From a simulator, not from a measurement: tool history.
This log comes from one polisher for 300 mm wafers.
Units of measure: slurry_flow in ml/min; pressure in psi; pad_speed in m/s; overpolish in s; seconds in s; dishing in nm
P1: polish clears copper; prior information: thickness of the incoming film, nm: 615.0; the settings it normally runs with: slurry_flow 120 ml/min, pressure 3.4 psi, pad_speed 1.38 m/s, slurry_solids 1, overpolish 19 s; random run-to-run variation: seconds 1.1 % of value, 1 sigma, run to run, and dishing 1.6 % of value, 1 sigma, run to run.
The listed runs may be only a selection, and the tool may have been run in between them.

| run | hour | slurry_flow | pressure | pad_speed | slurry_solids | overpolish | wafers polished on this pad | hours since the slurry nozzle was cleaned | hours since the head pressure was calibrated | hours since the slurry blender was calibrated | seconds | dishing |
|---|---|---|---|---|---|---|---|---|---|---|---|---|
| 1 | 11.4 | 120 | 3.4 | 1.38 | 1 | 19 | 927 | 303 | 539 | 133.5 | 108.53 | 56.14 |
| 2 | 22.3 | 120 | 3.4 | 1.38 | 1 | 19 | 1024 | 313.9 | 549.9 | 144.4 | 108.47 | 58.689 |
| 3 | 34.4 | 120 | 3.4 | 1.38 | 0.7 | 19 | 1131 | 326 | 562 | 156.5 | 119.12 | 54.551 |
| 4 | 41.2 | 120 | 3.4 | 1.38 | 1 | 19 | 1192 | 332.8 | 568.8 | 163.3 | 111.03 | 57.022 |
| 5 | 51 | 120 | 3.4 | 1.38 | 1 | 28 | 1279 | 342.6 | 578.6 | 173.1 | 109.65 | 72.469 |
| 6 | 63.8 | 120 | 4.3 | 1.38 | 1 | 19 | 1392 | 355.4 | 591.4 | 185.9 | 85.305 | 67.924 |
| 7 | 70.1 | 120 | 3.4 | 1.38 | 1.25 | 19 | 1448 | 361.7 | 597.7 | 192.2 | 104.84 | 58.703 |
| 8 | 76.7 | 120 | 3.4 | 1.38 | 1.35 | 36 | 1507 | 368.3 | 604.3 | 198.8 | 101.78 | 81.019 |
| 9 | 83.1 | 120 | 4.6 | 0.8 | 1 | 19 | 1564 | 374.7 | 610.7 | 205.2 | 140.56 | 50.915 |
| 10 | 91.7 | 120 | 3.4 | 2.18 | 1 | 19 | 1640 | 383.3 | 619.3 | 213.8 | 70.999 | 72.118 |
| 11 | 97.8 | 180 | 3.4 | 1.38 | 1 | 19 | 1694 | 389.4 | 625.4 | 219.9 | 100.46 | 59.719 |
| 12 | 106.9 | 70 | 3.4 | 1.38 | 1 | 19 | 1775 | 398.5 | 634.5 | 229 | 128.73 | 51.546 |
| 13 | 114 | 120 | 3.4 | 0.64 | 1 | 19 | 1838 | 405.6 | 641.6 | 236.1 | 238.59 | 32.999 |
| 14 | 124.3 | 120 | 3.4 | 1.38 | 1 | 19 | 1930 | 415.9 | 651.9 | 246.4 | 109.92 | 56.255 |
| 15 | 132.9 | 120 | 3.4 | 1.38 | 1 | 19 | 2006 | 424.5 | 660.5 | 255 | 109.36 | 56.038 |
|  | 134.3 | worn pad replaced by a new one |
| 16 | 141.3 | 120 | 3.4 | 1.38 | 1 | 6 | 62 | 432.9 | 668.9 | 263.4 | 110.61 | 24.155 |
| 17 | 154.6 | 120 | 3.4 | 1.38 | 1 | 19 | 180 | 446.2 | 682.2 | 276.7 | 107.67 | 55.944 |
|  | 156.8 | slurry nozzle cleaned |
|  | 162.7 | slurry blender recalibrated |
| 18 | 162.9 | 120 | 3.4 | 1.38 | 1 | 19 | 254 | 6.1 | 690.5 | 0.2 | 110.05 | 57.938 |
| 19 | 176.6 | 120 | 1.8 | 1.38 | 1 | 19 | 376 | 19.8 | 704.2 | 13.9 | 206.11 | 34.279 |
| 20 | 188.4 | 120 | 3.4 | 1.38 | 1 | 19 | 481 | 31.6 | 716 | 25.7 | 111.39 | 57.46 |
| 21 | 197 | 120 | 3.4 | 1.38 | 1 | 19 | 557 | 40.2 | 724.6 | 34.3 | 110.72 | 56.916 |
| 22 | 207.7 | 120 | 3.4 | 1.38 | 1 | 19 | 652 | 50.9 | 735.3 | 45 | 114.53 | 55.713 |
| 23 | 221.1 | 120 | 3.4 | 1.38 | 1 | 19 | 771 | 64.3 | 748.7 | 58.4 | 112.93 | 54.99 |
| 24 | 229.6 | 120 | 3.4 | 1.38 | 1 | 19 | 846 | 72.8 | 757.2 | 66.9 | 116.15 | 54.518 |
| 25 | 237.2 | 120 | 3.4 | 1.38 | 1 | 19 | 914 | 80.4 | 764.8 | 74.5 | 114.25 | 56.251 |
|  | 246 | head pressure recalibrated |
| 26 | 246.4 | 120 | 3.4 | 1.38 | 1 | 19 | 995 | 89.6 | 0.5 | 83.7 | 118.68 | 53.406 |
| 27 | 259.1 | 120 | 3.4 | 1.38 | 1 | 19 | 1108 | 102.3 | 13.2 | 96.4 | 117.42 | 53.87 |
| 28 | 267.1 | 120 | 3.4 | 1.38 | 1 | 19 | 1179 | 110.3 | 21.2 | 104.4 | 118.05 | 54.946 |
|  | 267.8 | worn pad replaced by a new one |
| 29 | 279.2 | 120 | 3.4 | 1.38 | 1 | 19 | 101 | 122.4 | 33.3 | 116.5 | 117.86 | 53.048 |
| 30 | 291.6 | 120 | 3.4 | 1.38 | 1 | 19 | 212 | 134.8 | 45.7 | 128.9 | 115.45 | 54.395 |
| 31 | 299.3 | 120 | 3.4 | 1.38 | 1 | 19 | 280 | 142.5 | 53.4 | 136.6 | 120.25 | 55.282 |

What P1 gives has crept off from where it sat before. The 2 causes that follow fit the log equally well, each at the size noted:
A: abrasive missing from the slurry, % = 29.5
B: slurry flow missing at the pad, % = 26.1
The onset of the drift is placed at about hour 188.4.
The rest of the possible causes, and what rules out each one:
removal rate lost through wear of the pad, %: was serviced at hour 267.8, once the creep was under way, yet the earlier output never came back
head's pressure below its setpoint, %: was serviced at hour 246, once the creep was under way, yet the earlier output never came back

The 4 check runs listed below each average the results of 5 wafers, and their outcomes are marked with question marks. Under which run would the listed causes produce clearly different results?
| check 1 | 307 | 120 | 2.1 | 1.38 | 1 | 6 |  |  |  |  | ? | ? |
| check 2 | 307 | 120 | 3.4 | 0.78 | 1 | 19 |  |  |  |  | ? | ? |
| check 3 | 307 | 120 | 1.9 | 1.38 | 1 | 19 |  |  |  |  | ? | ? |
| check 4 | 307 | 75 | 3.4 | 1.38 | 1 | 19 |  |  |  |  | ? | ? |

How each check would come out, cause by cause:
| check | result | if A | if B |
|---|---|---|---|
| check 1 | seconds | 191.13 | 191.1 |
| check 1 | dishing | 14.213 | 14.215 |
| check 2 | seconds | 208.86 | 208.83 |
| check 2 | dishing | 36.209 | 36.214 |
| check 3 | seconds | 211.25 | 211.21 |
| check 3 | dishing | 34.181 | 34.185 |
| check 4 | seconds | 133.48 | 138.35 |
| check 4 | dishing | 50.382 | 49.154 |
Per check, the gap between the least separated pair of causes, taken in the result that splits them most: check 1 0.02 %; check 2 0.02 %; check 3 0.02 %; check 4 3.59 %
Check 4 is the one run that separates the causes; every other check would come out nearly the same whichever cause is at work.

The results of check 4 are: seconds 132.36 s; dishing 50.76 nm. Based on these, which of the listed causes is it?

The correct cause is A, namely: abrasive missing from the slurry, %.
